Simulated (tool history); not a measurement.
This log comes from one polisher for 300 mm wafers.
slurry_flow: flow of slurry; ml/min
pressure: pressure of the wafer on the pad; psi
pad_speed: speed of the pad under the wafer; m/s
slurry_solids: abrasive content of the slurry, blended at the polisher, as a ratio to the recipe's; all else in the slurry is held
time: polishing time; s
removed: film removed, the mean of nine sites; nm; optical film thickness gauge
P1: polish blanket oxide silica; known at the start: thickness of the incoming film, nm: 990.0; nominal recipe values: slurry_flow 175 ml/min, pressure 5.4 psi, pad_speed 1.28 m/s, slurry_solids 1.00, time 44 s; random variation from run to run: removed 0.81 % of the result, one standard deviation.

Run 1, hour 5.8: slurry_flow 175 ml/min, pressure 5.4 psi, pad_speed 1.28 m/s, slurry_solids 1.00, time 44 s. Result: removed 194.85 nm.
Run 2, hour 17.4: slurry_flow 175 ml/min, pressure 5.4 psi, pad_speed 1.28 m/s, slurry_solids 0.55, time 44 s. Result: removed 142.06 nm.
Run 3, hour 26.2: slurry_flow 175 ml/min, pressure 5.4 psi, pad_speed 1.28 m/s, slurry_solids 1.00, time 44 s. Result: removed 195.18 nm.
Run 4, hour 33.0: slurry_flow 175 ml/min, pressure 4.0 psi, pad_speed 1.28 m/s, slurry_solids 1.00, time 44 s. Result: removed 144.95 nm.
Run 5, hour 39.5: slurry_flow 175 ml/min, pressure 5.4 psi, pad_speed 1.28 m/s, slurry_solids 1.00, time 27 s. Result: removed 120.08 nm.
Run 6, hour 45.7: slurry_flow 175 ml/min, pressure 5.4 psi, pad_speed 1.28 m/s, slurry_solids 1.00, time 44 s. Result: removed 197.44 nm.
Run 7, hour 54.2: slurry_flow 175 ml/min, pressure 5.4 psi, pad_speed 1.28 m/s, slurry_solids 1.45, time 44 s. Result: removed 229.05 nm.
Run 8, hour 59.6: slurry_flow 175 ml/min, pressure 5.4 psi, pad_speed 0.58 m/s, slurry_solids 1.00, time 44 s. Result: removed 105.36 nm.
Run 9, hour 65.6: slurry_flow 175 ml/min, pressure 5.4 psi, pad_speed 1.28 m/s, slurry_solids 1.00, time 67 s. Result: removed 296.57 nm.
Run 10, hour 75.0: slurry_flow 175 ml/min, pressure 8.0 psi, pad_speed 0.72 m/s, slurry_solids 1.00, time 44 s. Result: removed 180.74 nm.
At hour 83.1: worn pad replaced by a new one.
Run 11, hour 85.0: slurry_flow 175 ml/min, pressure 5.4 psi, pad_speed 1.98 m/s, slurry_solids 1.00, time 55 s. Result: removed 350.89 nm.
At hour 86.7: conditioning disc replaced and pad reconditioned.
Run 12, hour 93.9: slurry_flow 105 ml/min, pressure 5.4 psi, pad_speed 1.28 m/s, slurry_solids 1.00, time 44 s. Result: removed 175.19 nm.
Run 13, hour 100.4: slurry_flow 175 ml/min, pressure 5.4 psi, pad_speed 1.28 m/s, slurry_solids 1.00, time 44 s. Result: removed 194.44 nm.
Run 14, hour 109.7: slurry_flow 175 ml/min, pressure 5.4 psi, pad_speed 1.28 m/s, slurry_solids 1.00, time 44 s. Result: removed 194.96 nm.
Run 15, hour 115.3: slurry_flow 175 ml/min, pressure 5.4 psi, pad_speed 1.28 m/s, slurry_solids 1.00, time 44 s. Result: removed 195.20 nm.
Run 16, hour 120.8: slurry_flow 175 ml/min, pressure 5.4 psi, pad_speed 1.68 m/s, slurry_solids 1.00, time 44 s. Result: removed 245.66 nm.
Run 17, hour 132.3: slurry_flow 255 ml/min, pressure 5.4 psi, pad_speed 1.28 m/s, slurry_solids 1.00, time 44 s. Result: removed 204.37 nm.
Run 18, hour 144.0: slurry_flow 175 ml/min, pressure 8.2 psi, pad_speed 1.28 m/s, slurry_solids 1.00, time 44 s. Result: removed 304.03 nm.
Run 19, hour 152.7: slurry_flow 175 ml/min, pressure 5.4 psi, pad_speed 1.28 m/s, slurry_solids 1.00, time 44 s. Result: removed 196.95 nm.
Run 20, hour 162.6: slurry_flow 175 ml/min, pressure 5.4 psi, pad_speed 1.28 m/s, slurry_solids 1.00, time 44 s. Result: removed 190.07 nm.
Run 21, hour 173.5: slurry_flow 175 ml/min, pressure 5.4 psi, pad_speed 1.28 m/s, slurry_solids 1.00, time 44 s. Result: removed 184.38 nm.
Run 22, hour 183.3: slurry_flow 175 ml/min, pressure 5.4 psi, pad_speed 1.28 m/s, slurry_solids 1.00, time 44 s. Result: removed 181.64 nm.
At hour 193.3: conditioning disc replaced and pad reconditioned.
Run 23, hour 193.3: slurry_flow 175 ml/min, pressure 5.4 psi, pad_speed 1.28 m/s, slurry_solids 1.00, time 44 s. Result: removed 182.11 nm.
At hour 197.2: slurry nozzle cleaned.
Run 24, hour 203.5: slurry_flow 175 ml/min, pressure 5.4 psi, pad_speed 1.28 m/s, slurry_solids 1.00, time 44 s. Result: removed 174.47 nm.
Run 25, hour 209.2: slurry_flow 175 ml/min, pressure 5.4 psi, pad_speed 1.28 m/s, slurry_solids 1.00, time 44 s. Result: removed 180.14 nm.
At hour 214.5: worn pad replaced by a new one.
Run 26, hour 217.2: slurry_flow 175 ml/min, pressure 5.4 psi, pad_speed 1.28 m/s, slurry_solids 1.00, time 44 s. Result: removed 178.94 nm.
Run 27, hour 228.9: slurry_flow 175 ml/min, pressure 5.4 psi, pad_speed 1.28 m/s, slurry_solids 1.00, time 44 s. Result: removed 176.96 nm.
Run 28, hour 237.7: slurry_flow 175 ml/min, pressure 5.4 psi, pad_speed 1.28 m/s, slurry_solids 1.00, time 44 s. Result: removed 177.85 nm.
Run 29, hour 247.2: slurry_flow 175 ml/min, pressure 5.4 psi, pad_speed 1.28 m/s, slurry_solids 1.00, time 44 s. Result: removed 175.34 nm.
Run 30, hour 252.8: slurry_flow 175 ml/min, pressure 5.4 psi, pad_speed 1.28 m/s, slurry_solids 1.00, time 44 s. Result: removed 176.71 nm.

The output of P1 has drifted from where it used to be. Each of the 2 causes below, taken at the size shown beside it, accounts for the log equally well:
A: head's pressure below its setpoint, % = 10.5
B: abrasive missing from the slurry, % = 20.4
The creep began at about hour 152.7.
All other causes, with the reason each is excluded:
removal rate lost through wear of the pad, %: its service at hour 214.5 followed the start of the drift and did not put the process back to its old value
slurry flow missing at the pad, %: its service at hour 197.2 followed the start of the drift and did not put the process back to its old value
time polished since the conditioner stopped cutting, s: its service at hour 193.3 followed the start of the drift and did not put the process back to its old value

Each of the check runs listed below is run on 3 wafers and reports their average, with the results left as question marks. Pick the one under which the possible causes would lead to clearly different results.
Run check 1, hour 258.4: slurry_flow 175 ml/min, pressure 7.5 psi, pad_speed 1.00 m/s, slurry_solids 1.00, time 44 s. Result: removed ?.
Run check 2, hour 258.4: slurry_flow 175 ml/min, pressure 5.4 psi, pad_speed 1.28 m/s, slurry_solids 0.55, time 59 s. Result: removed ?.
Run check 3, hour 258.4: slurry_flow 255 ml/min, pressure 5.4 psi, pad_speed 0.62 m/s, slurry_solids 1.00, time 44 s. Result: removed ?.
Run check 4, hour 258.4: slurry_flow 175 ml/min, pressure 7.8 psi, pad_speed 1.28 m/s, slurry_solids 1.00, time 44 s. Result: removed ?.

Expected result of each check under each candidate cause:
  check   result    if A    if B
check 1  removed  200.35  200.50
check 2  removed  171.78  166.26
check 3  removed  103.21  103.29
check 4  removed  253.85  254.04
Per-check spread between the two closest causes, in the result where they differ most: check 1 0.07 %; check 2 3.26 %; check 3 0.07 %; check 4 0.07 %
The other checks would show nearly matching results whichever cause is true, so check 2 is the only one that separates the causes.

Here is what check 2 returned: removed 166.03 nm. Which cause is it?

The correct cause is B, namely: abrasive missing from the slurry, %.

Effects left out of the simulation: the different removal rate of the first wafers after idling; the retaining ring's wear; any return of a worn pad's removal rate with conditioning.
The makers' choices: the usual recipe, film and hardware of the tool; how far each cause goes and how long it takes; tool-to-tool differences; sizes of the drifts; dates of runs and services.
